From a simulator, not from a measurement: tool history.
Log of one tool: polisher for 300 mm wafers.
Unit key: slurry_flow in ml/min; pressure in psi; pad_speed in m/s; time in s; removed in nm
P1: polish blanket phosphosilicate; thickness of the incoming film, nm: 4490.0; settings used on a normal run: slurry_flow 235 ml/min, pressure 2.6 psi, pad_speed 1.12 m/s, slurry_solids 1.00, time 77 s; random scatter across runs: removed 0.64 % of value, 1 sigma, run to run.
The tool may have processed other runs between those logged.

run   hour  slurry_flow  pressure  pad_speed  slurry_solids  time  wafers polished on this pad  hours since the slurry nozzle was cleaned  hours since the head pressure was calibrated  hours since the slurry blender was calibrated  hours since the conditioning disc was replaced  removed
  1    3.9          235       2.6       1.12           1.00    77                          219                                      197.1                                         367.3                                          114.0                                           165.5   584.39
  2    9.3          235       2.6       0.76           1.00    77                          260                                      202.5                                         372.7                                          119.4                                           170.9   426.79
  3   13.7          235       2.6       1.12           1.00    77                          294                                      206.9                                         377.1                                          123.8                                           175.3   588.70
  4   17.4          235       2.6       1.12           1.00    77                          322                                      210.6                                         380.8                                          127.5                                           179.0   584.78
  5   21.8          235       2.6       1.12           1.00   114                          355                                      215.0                                         385.2                                          131.9                                           183.4   868.97
  6   24.9          235       4.0       1.12           1.00    77                          379                                      218.1                                         388.3                                          135.0                                           186.5   895.33
  7   28.6          140       2.6       1.12           1.00    77                          407                                      221.8                                         392.0                                          138.7                                           190.2   540.19
  8   33.0          235       2.6       1.12           0.60    77                          440                                      226.2                                         396.4                                          143.1                                           194.6   448.06
  9   37.7          235       2.6       1.12           1.45    77                          476                                      230.9                                         401.1                                          147.8                                           199.3   685.77
 10   41.9          235       2.6       1.12           0.75   105                          508                                      235.1                                         405.3                                          152.0                                           203.5   687.55
 11   47.6          300       2.6       1.12           1.00    77                          551                                      240.8                                         411.0                                          157.7                                           209.2   590.37
 12   52.2          355       2.6       1.12           1.00    40                          586                                      245.4                                         415.6                                          162.3                                           213.8   314.24
 13   56.3          235       1.2       1.12           1.00    77                          617                                      249.5                                         419.7                                          166.4                                           217.9   269.00
 14   58.9          235       2.6       1.12           1.00    51                          637                                      252.1                                         422.3                                          169.0                                           220.5   384.08
 15   64.4          235       2.6       1.12           1.00    77                          678                                      257.6                                         427.8                                          174.5                                           226.0   578.11
 16   67.0          235       2.6       1.44           1.00    77                          698                                      260.2                                         430.4                                          177.1                                           228.6   708.83
 17   70.5          235       2.6       1.12           1.00    77                          725                                      263.7                                         433.9                                          180.6                                           232.1   580.92
 18   76.3          235       2.6       1.12           1.00    77                          769                                      269.5                                         439.7                                          186.4                                           237.9   566.40
 19   80.1          235       2.6       1.12           1.00    77                          797                                      273.3                                         443.5                                          190.2                                           241.7   554.19
 20   83.4          235       2.6       1.12           1.00    77                          822                                      276.6                                         446.8                                          193.5                                           245.0   549.04
 21   86.0          235       2.6       1.12           1.00    77                          842                                      279.2                                         449.4                                          196.1                                           247.6   541.80
      89.7  -- slurry nozzle cleaned
 22   89.9          235       2.6       1.12           1.00    77                          872                                        0.2                                         453.3                                          200.0                                           251.5   535.21
 23   95.1          235       2.6       1.12           1.00    77                          911                                        5.4                                         458.5                                          205.2                                           256.7   533.46
      96.2  -- conditioning disc replaced and pad reconditioned
 24   99.2          235       2.6       1.12           1.00    77                          942                                        9.5                                         462.6                                          209.3                                             3.0   534.41
      99.3  -- head pressure recalibrated
 25  104.9          235       2.6       1.12           1.00    77                          986                                       15.2                                           5.7                                          215.0                                             8.7   532.21
 26  109.6          235       2.6       1.12           1.00    77                         1021                                       19.9                                          10.4                                          219.7                                            13.4   532.17

Expected results for the next run?
 27  114.8          235       2.6       1.12           1.00    77                         1061                                       25.1                                          15.6                                          224.9                                            18.6        ?

{"run 27": {"removed": 534.83}}

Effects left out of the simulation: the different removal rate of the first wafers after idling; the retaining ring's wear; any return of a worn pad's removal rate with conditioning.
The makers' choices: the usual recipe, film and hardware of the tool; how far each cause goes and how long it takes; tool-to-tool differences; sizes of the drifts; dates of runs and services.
